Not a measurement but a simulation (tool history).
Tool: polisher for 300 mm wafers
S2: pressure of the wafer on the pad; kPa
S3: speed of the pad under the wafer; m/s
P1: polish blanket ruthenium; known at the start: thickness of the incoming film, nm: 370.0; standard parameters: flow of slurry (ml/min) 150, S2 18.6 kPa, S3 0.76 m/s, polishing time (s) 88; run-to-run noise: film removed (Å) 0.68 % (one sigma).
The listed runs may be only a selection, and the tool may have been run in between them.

run 1 day=0.308 | flow_of_slurry_(ml/min)=150 S2=18.6 S3=0.76 polishing_time_(s)=88 | film_removed_(Å)=1133.60
run 2 day=0.621 | flow_of_slurry_(ml/min)=150 S2=9.0 S3=0.76 polishing_time_(s)=88 | film_removed_(Å)=554.45
run 3 day=0.954 | flow_of_slurry_(ml/min)=220 S2=18.6 S3=0.76 polishing_time_(s)=88 | film_removed_(Å)=1213.00
run 4 day=1.500 | flow_of_slurry_(ml/min)=150 S2=18.6 S3=0.40 polishing_time_(s)=88 | film_removed_(Å)=597.47
run 5 day=1.812 | flow_of_slurry_(ml/min)=150 S2=25.5 S3=0.76 polishing_time_(s)=88 | film_removed_(Å)=1582.10
run 6 day=2.233 | flow_of_slurry_(ml/min)=150 S2=18.6 S3=0.76 polishing_time_(s)=88 | film_removed_(Å)=1161.40
run 7 day=2.558 | flow_of_slurry_(ml/min)=185 S2=27.6 S3=0.76 polishing_time_(s)=88 | film_removed_(Å)=1742.40
run 8 day=3.071 | flow_of_slurry_(ml/min)=150 S2=18.6 S3=0.76 polishing_time_(s)=88 | film_removed_(Å)=1142.10
run 9 day=3.442 | flow_of_slurry_(ml/min)=150 S2=18.6 S3=0.76 polishing_time_(s)=40 | film_removed_(Å)=521.50
-- day=3.708 slurry nozzle cleaned
run 10 day=3.846 | flow_of_slurry_(ml/min)=150 S2=18.6 S3=1.02 polishing_time_(s)=88 | film_removed_(Å)=1523.60
run 11 day=4.312 | flow_of_slurry_(ml/min)=90 S2=18.6 S3=0.76 polishing_time_(s)=88 | film_removed_(Å)=1029.40
run 12 day=4.675 | flow_of_slurry_(ml/min)=150 S2=18.6 S3=0.76 polishing_time_(s)=88 | film_removed_(Å)=1137.90
run 13 day=5.112 | flow_of_slurry_(ml/min)=150 S2=18.6 S3=0.76 polishing_time_(s)=139 | film_removed_(Å)=1820.70
run 14 day=5.592 | flow_of_slurry_(ml/min)=150 S2=18.6 S3=0.76 polishing_time_(s)=88 | film_removed_(Å)=1142.70
run 15 day=6.021 | flow_of_slurry_(ml/min)=150 S2=18.6 S3=0.76 polishing_time_(s)=88 | film_removed_(Å)=1095.80
run 16 day=6.538 | flow_of_slurry_(ml/min)=150 S2=18.6 S3=0.76 polishing_time_(s)=88 | film_removed_(Å)=1059.10
run 17 day=7.008 | flow_of_slurry_(ml/min)=150 S2=18.6 S3=0.76 polishing_time_(s)=88 | film_removed_(Å)=1040.10
-- day=7.050 head pressure recalibrated
run 18 day=7.317 | flow_of_slurry_(ml/min)=150 S2=18.6 S3=0.76 polishing_time_(s)=88 | film_removed_(Å)=1037.30
run 19 day=7.700 | flow_of_slurry_(ml/min)=150 S2=18.6 S3=0.76 polishing_time_(s)=88 | film_removed_(Å)=1043.40
run 20 day=8.179 | flow_of_slurry_(ml/min)=150 S2=18.6 S3=0.76 polishing_time_(s)=88 | film_removed_(Å)=1037.70
run 21 day=8.467 | flow_of_slurry_(ml/min)=150 S2=18.6 S3=0.76 polishing_time_(s)=88 | film_removed_(Å)=1028.00

What P1 gives has crept off from where it sat before. The 2 causes that follow fit the log equally well, each at the size noted:
A: slurry flow missing at the pad, % = 39
B: removal rate lost through wear of the pad, % = 10.2
At approximately day 5.592, the process output began to creep.
Every other cause this tool's parts could produce, and why it does not fit the log:
head's pressure below its setpoint, %: serviced after onset, at day 7.050, with no recovery of the prior output

Consider the 4 single-wafer check runs listed below, results given as question marks: which one distinguishes between the causes by giving clearly different results for each?
run check 1 day=8.754 | flow_of_slurry_(ml/min)=150 S2=18.6 S3=0.76 polishing_time_(s)=114 | film_removed_(Å)=?
run check 2 day=8.754 | flow_of_slurry_(ml/min)=95 S2=18.6 S3=0.76 polishing_time_(s)=88 | film_removed_(Å)=?
run check 3 day=8.754 | flow_of_slurry_(ml/min)=150 S2=18.6 S3=0.76 polishing_time_(s)=63 | film_removed_(Å)=?
run check 4 day=8.754 | flow_of_slurry_(ml/min)=150 S2=18.6 S3=0.92 polishing_time_(s)=88 | film_removed_(Å)=?

Outcome of each check run for each possible cause:
check=check_1 result=film_removed_(Å) if_A=1336.20 if_B=1336.60
check=check_2 result=film_removed_(Å) if_A=887.39 if_B=935.55
check=check_3 result=film_removed_(Å) if_A=738.45 if_B=738.63
check=check_4 result=film_removed_(Å) if_A=1248.60 if_B=1248.90
Per-check spread between the two closest causes, in the result where they differ most: check 1 0.02 %; check 2 5.28 %; check 3 0.02 %; check 4 0.02 %
Check 2 tells the causes apart: in the others they would give nearly the same result.

Check 2 has now been run. It gave: film removed (Å) 934.57. Which of the candidate causes is it?

B is the cause: removal rate lost through wear of the pad, %.

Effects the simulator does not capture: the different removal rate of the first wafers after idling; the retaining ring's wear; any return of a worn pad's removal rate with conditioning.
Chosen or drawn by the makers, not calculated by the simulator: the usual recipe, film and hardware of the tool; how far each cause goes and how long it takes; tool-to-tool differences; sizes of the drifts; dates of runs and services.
